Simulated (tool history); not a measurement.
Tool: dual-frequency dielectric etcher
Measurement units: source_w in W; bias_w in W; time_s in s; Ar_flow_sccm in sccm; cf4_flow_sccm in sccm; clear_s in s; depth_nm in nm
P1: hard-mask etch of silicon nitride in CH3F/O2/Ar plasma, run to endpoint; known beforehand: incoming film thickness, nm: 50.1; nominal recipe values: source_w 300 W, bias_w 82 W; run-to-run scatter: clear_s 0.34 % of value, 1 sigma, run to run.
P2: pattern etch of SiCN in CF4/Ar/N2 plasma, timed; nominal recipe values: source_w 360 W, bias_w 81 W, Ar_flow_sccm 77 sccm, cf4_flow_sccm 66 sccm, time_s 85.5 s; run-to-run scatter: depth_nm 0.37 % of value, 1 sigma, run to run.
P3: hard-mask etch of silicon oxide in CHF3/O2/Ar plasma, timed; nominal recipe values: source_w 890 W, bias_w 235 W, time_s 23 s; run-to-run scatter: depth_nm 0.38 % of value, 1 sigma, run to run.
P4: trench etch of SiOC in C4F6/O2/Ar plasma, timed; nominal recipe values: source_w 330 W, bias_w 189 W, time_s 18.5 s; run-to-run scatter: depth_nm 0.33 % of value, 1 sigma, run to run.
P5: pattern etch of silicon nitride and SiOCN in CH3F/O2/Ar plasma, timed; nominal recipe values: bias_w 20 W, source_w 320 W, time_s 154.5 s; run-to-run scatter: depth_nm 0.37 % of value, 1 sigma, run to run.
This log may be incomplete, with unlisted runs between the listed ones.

run   hour  process  source_w  bias_w  time_s  Ar_flow_sccm  cf4_flow_sccm  hours since the last wet clean  hours since the last source power generator calibration  hours since the last bias power generator calibration  clear_s  depth_nm
  1    4.7       P1       300      82                                                                206.3                                                    220.8                                                  970.8   77.632
  2    7.7       P1       180      82                                                                209.3                                                    223.8                                                  973.8   94.197
  3   11.1       P5       260      20   154.5                                                        212.7                                                    227.2                                                  977.2             16.687
  4     14       P1       300      82                                                                215.6                                                    230.1                                                  980.1    77.43
  5   17.8       P1       300      62                                                                219.4                                                    233.9                                                  983.9   85.774
  6   22.3       P1       390      63                                                                223.9                                                    238.4                                                  988.4   77.388
  7     25       P1       300      82                                                                226.6                                                    241.1                                                  991.1   77.407
  8   28.3       P2       360      81    85.5            77             66                           229.9                                                    244.4                                                  994.4             64.386
  9     31       P4       330     189    18.5                                                        232.6                                                    247.1                                                  997.1             36.251
 10   34.3       P5       320      20   154.5                                                        235.9                                                    250.4                                                 1000.4              17.81
 11   36.8       P2       360      81    85.5           102             66                           238.4                                                    252.9                                                 1002.9             61.324
 12   39.5       P1       300      82                                                                241.1                                                    255.6                                                 1005.6   77.849
 13   42.9       P2       360      52    85.5            77             66                           244.5                                                      259                                                   1009             55.154
 14   45.8       P2       360      81     111            77             66                           247.4                                                    261.9                                                 1011.9             83.286
 15   48.8       P5       320      20   154.5                                                        250.4                                                    264.9                                                 1014.9             17.956
 16   51.2       P4       420     189    18.5                                                        252.8                                                    267.3                                                 1017.3             39.883
 17   54.4       P3       890     235      23                                                          256                                                    270.5                                                 1020.5             56.327
 18     57       P4       330     148    18.5                                                        258.6                                                    273.1                                                 1023.1              33.83
 19   59.2       P1       300      99                                                                260.8                                                    275.3                                                 1025.3   71.893
 20   63.6       P1       230      59                                                                265.2                                                    279.7                                                 1029.7   95.885
 21   66.3       P3       890     184      23                                                        267.9                                                    282.4                                                 1032.4             51.998
 22   71.1       P5       320      28   154.5                                                        272.7                                                    287.2                                                 1037.2             20.983
 23   73.7       P1       410      82                                                                275.3                                                    289.8                                                 1039.8    69.28
 24   77.4       P3       890     235    33.5                                                          279                                                    293.5                                                 1043.5             81.917
 25   79.8       P3       670     235      23                                                        281.4                                                    295.9                                                 1045.9             50.483
 26     83       P2       270      81    85.5            77             66                           284.6                                                    299.1                                                 1049.1             50.032
 27   86.3       P4       330     189      26                                                        287.9                                                    302.4                                                 1052.4             51.228
 28   89.8       P4       330     189    18.5                                                        291.4                                                    305.9                                                 1055.9             36.367
 29   93.9       P2       360      81    85.5            77             87                           295.5                                                      310                                                   1060             66.589
 30   96.6       P5       320      20      85                                                        298.2                                                    312.7                                                 1062.7             9.8733
 31  101.5       P2       360      81    85.5            77             66                           303.1                                                    317.6                                                 1067.6             63.969
 32    106       P1       400      66                                                                307.6                                                    322.1                                                 1072.1   75.255
 33  110.2       P1       300      82                                                                311.8                                                    326.3                                                 1076.3   78.055

Run 34 is up next; what results do you expect?
 34  114.9       P1       300      82                                                                316.5                                                      331                                                   1081        ?

clear_s: 77.126 s
